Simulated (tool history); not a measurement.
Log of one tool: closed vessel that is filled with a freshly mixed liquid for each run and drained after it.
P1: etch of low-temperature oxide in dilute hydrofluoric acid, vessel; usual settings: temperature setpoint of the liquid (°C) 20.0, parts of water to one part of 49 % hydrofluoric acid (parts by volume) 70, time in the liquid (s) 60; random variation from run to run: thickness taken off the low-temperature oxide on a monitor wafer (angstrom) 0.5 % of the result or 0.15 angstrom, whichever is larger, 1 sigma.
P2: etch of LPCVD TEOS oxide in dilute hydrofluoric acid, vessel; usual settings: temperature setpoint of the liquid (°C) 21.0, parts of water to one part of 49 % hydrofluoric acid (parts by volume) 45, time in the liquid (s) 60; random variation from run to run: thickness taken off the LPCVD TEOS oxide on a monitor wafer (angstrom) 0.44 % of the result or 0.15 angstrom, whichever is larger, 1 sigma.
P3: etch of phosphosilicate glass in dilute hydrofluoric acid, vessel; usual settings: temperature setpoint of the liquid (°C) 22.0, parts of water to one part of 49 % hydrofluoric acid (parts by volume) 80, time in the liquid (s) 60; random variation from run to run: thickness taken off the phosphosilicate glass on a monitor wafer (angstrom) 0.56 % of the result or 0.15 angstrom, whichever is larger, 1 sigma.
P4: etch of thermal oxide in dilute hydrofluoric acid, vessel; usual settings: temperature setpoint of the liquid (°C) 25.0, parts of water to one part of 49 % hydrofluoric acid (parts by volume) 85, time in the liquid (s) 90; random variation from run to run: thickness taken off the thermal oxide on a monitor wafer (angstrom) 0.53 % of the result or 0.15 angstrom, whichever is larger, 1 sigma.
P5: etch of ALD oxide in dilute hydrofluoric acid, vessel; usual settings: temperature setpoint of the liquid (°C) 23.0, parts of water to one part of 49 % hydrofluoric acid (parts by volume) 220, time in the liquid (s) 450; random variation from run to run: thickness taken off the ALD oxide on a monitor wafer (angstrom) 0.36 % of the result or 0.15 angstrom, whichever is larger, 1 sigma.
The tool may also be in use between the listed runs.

run	hour	process that ran	temperature setpoint of the liquid (°C)	parts of water to one part of 49 % hydrofluoric acid (parts by volume)	time in the liquid (s)	hours since the thermometer was replaced	hours since the hydrofluoric acid flow meter was replaced	thickness taken off the low-temperature oxide on a monitor wafer (angstrom)	thickness taken off the thermal oxide on a monitor wafer (angstrom)	thickness taken off the LPCVD TEOS oxide on a monitor wafer (angstrom)	thickness taken off the phosphosilicate glass on a monitor wafer (angstrom)	thickness taken off the ALD oxide on a monitor wafer (angstrom)
1	7.9	P1	20.0	70	60	292.3	876.0	265.42				
2	13.7	P4	25.0	85	35	298.1	881.8		20.432			
3	20.6	P4	25.0	85	90	305.0	888.7		51.759			
4	27.7	P2	21.0	45	60	312.1	895.8			208.87		
5	32.5	P3	29.5	80	60	316.9	900.6				1546.50	
6	39.1	P1	17.0	100	60	323.5	907.2	158.92				
7	46.8	P5	23.0	220	450	331.2	914.9					548.41
8	51.3	P1	20.0	70	60	335.7	919.4	265.41				
9	58.5	P5	23.0	220	775	342.9	926.6					939.05
10	62.9	P1	20.0	20	60	347.3	931.0	990.85				
11	68.0	P2	26.0	45	60	352.4	936.1			259.13		
12	75.2	P1	20.0	70	60	359.6	943.3	265.16				
13	80.5	P1	20.0	70	60	364.9	948.6	265.94				
14	86.7	P5	23.0	390	450	371.1	954.8					262.71
15	92.3	P1	17.0	70	60	376.7	960.4	234.66				
16	97.9	P1	20.0	110	60	382.3	966.0	162.58				
17	104.9	P3	22.0	125	60	389.3	973.0				700.84	
18	110.1	P1	25.5	70	60	394.5	978.2	335.10				
19	114.3	P1	20.0	70	60	398.7	982.4	266.71				
20	118.3	P2	21.0	25	60	402.7	986.4			385.59		
21	125.1	P3	22.0	80	60	409.5	993.2				1147.90	
22	131.3	P2	21.0	45	30	415.7	999.4			103.94		
23	135.2	P1	20.0	70	105	419.6	1003.3	468.45				
24	141.7	P3	22.0	80	105	426.1	1009.8				2025.30	
25	147.5	P4	25.0	25	90	431.9	1015.6		190.480			
26	151.5	P5	17.0	220	450	435.9	1019.6					434.65
27	157.5	P2	21.0	45	60	441.9	1025.6			207.79		
# hour 160.7: hydrofluoric acid flow meter replaced
28	163.4	P1	20.0	70	30	447.8	2.8	132.23				
29	170.9	P1	20.0	70	60	455.3	10.3	266.44				

Run 30 comes next. What will it give?
30	176.5	P4	29.0	85	90	460.9	15.9		?			

thickness taken off the thermal oxide on a monitor wafer (angstrom): 60.262

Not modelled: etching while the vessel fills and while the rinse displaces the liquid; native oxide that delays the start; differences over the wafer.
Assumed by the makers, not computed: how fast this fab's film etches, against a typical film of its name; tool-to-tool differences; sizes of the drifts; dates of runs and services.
